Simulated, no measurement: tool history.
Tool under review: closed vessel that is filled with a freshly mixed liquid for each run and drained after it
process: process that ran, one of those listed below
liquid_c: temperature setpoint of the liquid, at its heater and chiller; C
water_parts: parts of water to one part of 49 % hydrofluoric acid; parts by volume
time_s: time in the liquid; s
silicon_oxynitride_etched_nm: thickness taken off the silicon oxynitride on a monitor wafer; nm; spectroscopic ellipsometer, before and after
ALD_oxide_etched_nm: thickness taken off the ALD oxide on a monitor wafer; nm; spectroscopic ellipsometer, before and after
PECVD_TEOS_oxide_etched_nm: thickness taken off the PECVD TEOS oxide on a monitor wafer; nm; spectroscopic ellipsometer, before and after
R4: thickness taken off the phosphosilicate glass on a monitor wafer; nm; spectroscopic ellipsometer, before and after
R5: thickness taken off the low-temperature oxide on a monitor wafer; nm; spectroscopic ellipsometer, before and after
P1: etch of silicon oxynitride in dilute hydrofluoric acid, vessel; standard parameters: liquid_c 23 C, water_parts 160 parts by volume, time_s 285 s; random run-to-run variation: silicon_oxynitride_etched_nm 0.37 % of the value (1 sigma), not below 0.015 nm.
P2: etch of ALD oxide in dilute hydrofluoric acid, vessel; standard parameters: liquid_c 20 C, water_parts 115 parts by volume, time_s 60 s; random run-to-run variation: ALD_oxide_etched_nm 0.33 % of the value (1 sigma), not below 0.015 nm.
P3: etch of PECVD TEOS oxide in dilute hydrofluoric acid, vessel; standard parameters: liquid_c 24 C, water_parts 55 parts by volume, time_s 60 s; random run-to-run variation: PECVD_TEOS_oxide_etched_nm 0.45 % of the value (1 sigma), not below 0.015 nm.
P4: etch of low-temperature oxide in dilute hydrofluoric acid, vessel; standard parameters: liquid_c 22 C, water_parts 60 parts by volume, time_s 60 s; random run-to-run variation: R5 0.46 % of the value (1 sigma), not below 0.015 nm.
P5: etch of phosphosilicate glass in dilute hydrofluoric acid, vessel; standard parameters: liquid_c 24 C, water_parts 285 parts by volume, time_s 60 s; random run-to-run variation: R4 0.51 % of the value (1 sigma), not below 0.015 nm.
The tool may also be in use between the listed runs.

{"run": 1, "hour": 9.3, "process": "P1", "liquid_c": 23, "water_parts": 160, "time_s": 285, "silicon_oxynitride_etched_nm": 7.7899}
{"run": 2, "hour": 23.9, "process": "P2", "liquid_c": 20, "water_parts": 115, "time_s": 90, "ALD_oxide_etched_nm": 18.762}
{"run": 3, "hour": 36.4, "process": "P1", "liquid_c": 23, "water_parts": 160, "time_s": 285, "silicon_oxynitride_etched_nm": 7.7616}
{"run": 4, "hour": 50.3, "process": "P3", "liquid_c": 24, "water_parts": 80, "time_s": 60, "PECVD_TEOS_oxide_etched_nm": 15.48}
{"run": 5, "hour": 60.4, "process": "P1", "liquid_c": 29.5, "water_parts": 160, "time_s": 490, "silicon_oxynitride_etched_nm": 17.824}
{"run": 6, "hour": 73.9, "process": "P5", "liquid_c": 20, "water_parts": 285, "time_s": 60, "R4": 29.196}
{"run": 7, "hour": 88.3, "process": "P1", "liquid_c": 23, "water_parts": 160, "time_s": 285, "silicon_oxynitride_etched_nm": 7.818}
{"run": 8, "hour": 102.5, "process": "P5", "liquid_c": 24, "water_parts": 285, "time_s": 30, "R4": 16.92}
{"run": 9, "hour": 110.9, "process": "P1", "liquid_c": 23, "water_parts": 160, "time_s": 285, "silicon_oxynitride_etched_nm": 7.7718}
{"run": 10, "hour": 119.6, "process": "P1", "liquid_c": 23, "water_parts": 160, "time_s": 285, "silicon_oxynitride_etched_nm": 7.77}
{"run": 11, "hour": 135.0, "process": "P2", "liquid_c": 20, "water_parts": 115, "time_s": 60, "ALD_oxide_etched_nm": 12.45}
{"run": 12, "hour": 145.5, "process": "P1", "liquid_c": 23, "water_parts": 160, "time_s": 140, "silicon_oxynitride_etched_nm": 3.8436}
{"run": 13, "hour": 156.2, "process": "P4", "liquid_c": 28.5, "water_parts": 60, "time_s": 60, "R5": 22.573}
{"run": 14, "hour": 164.0, "process": "P2", "liquid_c": 17, "water_parts": 115, "time_s": 60, "ALD_oxide_etched_nm": 11.11}
{"run": 15, "hour": 179.8, "process": "P1", "liquid_c": 23, "water_parts": 225, "time_s": 285, "silicon_oxynitride_etched_nm": 5.2878}
{"run": 16, "hour": 193.7, "process": "P3", "liquid_c": 24, "water_parts": 55, "time_s": 115, "PECVD_TEOS_oxide_etched_nm": 44.213}
{"hour": 199.8, "done": "thermometer replaced"}
{"run": 17, "hour": 205.8, "process": "P4", "liquid_c": 22, "water_parts": 60, "time_s": 60, "R5": 17.484}
{"run": 18, "hour": 215.5, "process": "P1", "liquid_c": 29.5, "water_parts": 235, "time_s": 285, "silicon_oxynitride_etched_nm": 6.6642}
{"run": 19, "hour": 222.9, "process": "P1", "liquid_c": 28, "water_parts": 160, "time_s": 110, "silicon_oxynitride_etched_nm": 3.7514}
{"run": 20, "hour": 237.5, "process": "P1", "liquid_c": 23, "water_parts": 160, "time_s": 525, "silicon_oxynitride_etched_nm": 14.327}
{"run": 21, "hour": 251.7, "process": "P1", "liquid_c": 18.5, "water_parts": 160, "time_s": 285, "silicon_oxynitride_etched_nm": 6.3017}
{"run": 22, "hour": 266.4, "process": "P4", "liquid_c": 22, "water_parts": 60, "time_s": 115, "R5": 33.145}
{"run": 23, "hour": 280.6, "process": "P5", "liquid_c": 24, "water_parts": 285, "time_s": 60, "R4": 33.658}
{"run": 24, "hour": 289.6, "process": "P5", "liquid_c": 24, "water_parts": 515, "time_s": 60, "R4": 15.035}
{"run": 25, "hour": 299.8, "process": "P3", "liquid_c": 24, "water_parts": 55, "time_s": 60, "PECVD_TEOS_oxide_etched_nm": 23.09}
{"run": 26, "hour": 311.5, "process": "P4", "liquid_c": 22, "water_parts": 25, "time_s": 60, "R5": 43.923}
{"run": 27, "hour": 319.1, "process": "P2", "liquid_c": 20, "water_parts": 210, "time_s": 60, "ALD_oxide_etched_nm": 6.1802}

Run 28 has not been measured yet. What should we expect?
{"run": 28, "hour": 329.6, "process": "P1", "liquid_c": 23, "water_parts": 160, "time_s": 285, "silicon_oxynitride_etched_nm": "?"}

silicon_oxynitride_etched_nm: 7.7447 nm
